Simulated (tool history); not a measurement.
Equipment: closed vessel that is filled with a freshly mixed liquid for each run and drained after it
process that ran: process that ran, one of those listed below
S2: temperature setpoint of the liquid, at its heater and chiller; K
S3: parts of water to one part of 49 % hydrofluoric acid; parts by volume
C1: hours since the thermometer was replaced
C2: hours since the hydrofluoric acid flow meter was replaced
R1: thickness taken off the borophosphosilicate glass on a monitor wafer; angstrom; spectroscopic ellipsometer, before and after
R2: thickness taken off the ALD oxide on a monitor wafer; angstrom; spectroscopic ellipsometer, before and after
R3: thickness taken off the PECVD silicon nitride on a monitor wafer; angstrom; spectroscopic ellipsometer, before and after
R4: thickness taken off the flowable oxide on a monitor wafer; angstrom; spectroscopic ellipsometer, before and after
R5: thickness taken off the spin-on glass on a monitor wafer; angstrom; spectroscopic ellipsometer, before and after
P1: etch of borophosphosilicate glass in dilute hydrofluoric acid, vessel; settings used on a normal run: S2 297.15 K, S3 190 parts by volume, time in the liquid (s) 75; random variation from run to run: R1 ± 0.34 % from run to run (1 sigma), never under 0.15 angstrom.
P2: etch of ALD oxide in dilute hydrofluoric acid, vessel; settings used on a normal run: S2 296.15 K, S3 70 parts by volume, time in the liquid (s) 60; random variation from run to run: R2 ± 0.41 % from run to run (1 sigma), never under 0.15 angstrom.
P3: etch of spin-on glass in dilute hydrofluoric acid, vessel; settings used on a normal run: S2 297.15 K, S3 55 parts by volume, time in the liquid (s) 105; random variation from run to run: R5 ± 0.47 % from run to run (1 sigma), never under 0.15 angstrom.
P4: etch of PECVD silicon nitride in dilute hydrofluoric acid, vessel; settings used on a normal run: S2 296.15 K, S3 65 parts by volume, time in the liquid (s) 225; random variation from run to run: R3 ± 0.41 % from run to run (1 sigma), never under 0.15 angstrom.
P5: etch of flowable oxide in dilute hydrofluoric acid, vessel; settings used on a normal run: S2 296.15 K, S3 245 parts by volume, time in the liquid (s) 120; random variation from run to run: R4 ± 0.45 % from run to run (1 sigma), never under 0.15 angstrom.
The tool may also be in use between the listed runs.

Run 1, hour 5.6: process that ran P1, S2 297.15 K, S3 190 parts by volume, time in the liquid (s) 75; C1 1846.5; C2 729.5. Result: R1 278.38 angstrom.
Run 2, hour 10.9: process that ran P2, S2 303.15 K, S3 70 parts by volume, time in the liquid (s) 60; C1 1851.8; C2 734.8. Result: R2 220.63 angstrom.
Run 3, hour 16.4: process that ran P1, S2 293.15 K, S3 190 parts by volume, time in the liquid (s) 75; C1 1857.3; C2 740.3. Result: R1 240.93 angstrom.
Run 4, hour 19.1: process that ran P1, S2 305.65 K, S3 190 parts by volume, time in the liquid (s) 75; C1 1860; C2 743. Result: R1 378.9 angstrom.
Run 5, hour 23.6: process that ran P1, S2 297.15 K, S3 190 parts by volume, time in the liquid (s) 75; C1 1864.5; C2 747.5. Result: R1 279.39 angstrom.
Run 6, hour 28.8: process that ran P2, S2 296.15 K, S3 130 parts by volume, time in the liquid (s) 60; C1 1869.7; C2 752.7. Result: R2 83.471 angstrom.
Run 7, hour 32.1: process that ran P4, S2 296.15 K, S3 20 parts by volume, time in the liquid (s) 225; C1 1873; C2 756. Result: R3 512.64 angstrom.
Run 8, hour 36.9: process that ran P1, S2 297.15 K, S3 190 parts by volume, time in the liquid (s) 75; C1 1877.8; C2 760.8. Result: R1 280.84 angstrom.
Run 9, hour 42.3: process that ran P5, S2 296.15 K, S3 75 parts by volume, time in the liquid (s) 120; C1 1883.2; C2 766.2. Result: R4 852.15 angstrom.
Run 10, hour 44.9: process that ran P4, S2 296.15 K, S3 65 parts by volume, time in the liquid (s) 225; C1 1885.8; C2 768.8. Result: R3 162.12 angstrom.
Run 11, hour 48.7: process that ran P4, S2 290.15 K, S3 65 parts by volume, time in the liquid (s) 225; C1 1889.6; C2 772.6. Result: R3 107.24 angstrom.
Run 12, hour 51.3: process that ran P1, S2 297.15 K, S3 190 parts by volume, time in the liquid (s) 30; C1 1892.2; C2 775.2. Result: R1 111.65 angstrom.
Run 13, hour 56.9: process that ran P2, S2 296.15 K, S3 70 parts by volume, time in the liquid (s) 60; C1 1897.8; C2 780.8. Result: R2 168.25 angstrom.
Run 14, hour 62: process that ran P1, S2 297.15 K, S3 95 parts by volume, time in the liquid (s) 115; C1 1902.9; C2 785.9. Result: R1 962.39 angstrom.
Run 15, hour 65: process that ran P5, S2 296.15 K, S3 245 parts by volume, time in the liquid (s) 120; C1 1905.9; C2 788.9. Result: R4 216.02 angstrom.
Run 16, hour 67.9: process that ran P1, S2 297.15 K, S3 190 parts by volume, time in the liquid (s) 75; C1 1908.8; C2 791.8. Result: R1 280.54 angstrom.
Run 17, hour 72.4: process that ran P4, S2 296.15 K, S3 65 parts by volume, time in the liquid (s) 225; C1 1913.3; C2 796.3. Result: R3 164.08 angstrom.
Run 18, hour 75.7: process that ran P3, S2 297.15 K, S3 55 parts by volume, time in the liquid (s) 105; C1 1916.6; C2 799.6. Result: R5 535.18 angstrom.
Run 19, hour 80.6: process that ran P3, S2 292.15 K, S3 55 parts by volume, time in the liquid (s) 105; C1 1921.5; C2 804.5. Result: R5 433.37 angstrom.
Run 20, hour 86.3: process that ran P1, S2 297.15 K, S3 120 parts by volume, time in the liquid (s) 75; C1 1927.2; C2 810.2. Result: R1 478.83 angstrom.
Run 21, hour 89.6: process that ran P1, S2 297.15 K, S3 190 parts by volume, time in the liquid (s) 110; C1 1930.5; C2 813.5. Result: R1 408.07 angstrom.
Run 22, hour 95: process that ran P3, S2 297.15 K, S3 55 parts by volume, time in the liquid (s) 55; C1 1935.9; C2 818.9. Result: R5 278.96 angstrom.

Run 23 has not been measured yet. What should we expect?
Run 23, hour 100.7: process that ran P1, S2 297.15 K, S3 300 parts by volume, time in the liquid (s) 75; C1 1941.6; C2 824.6. Result: R1 ?.

For run 23 the tool returned R1 159.32 angstrom.
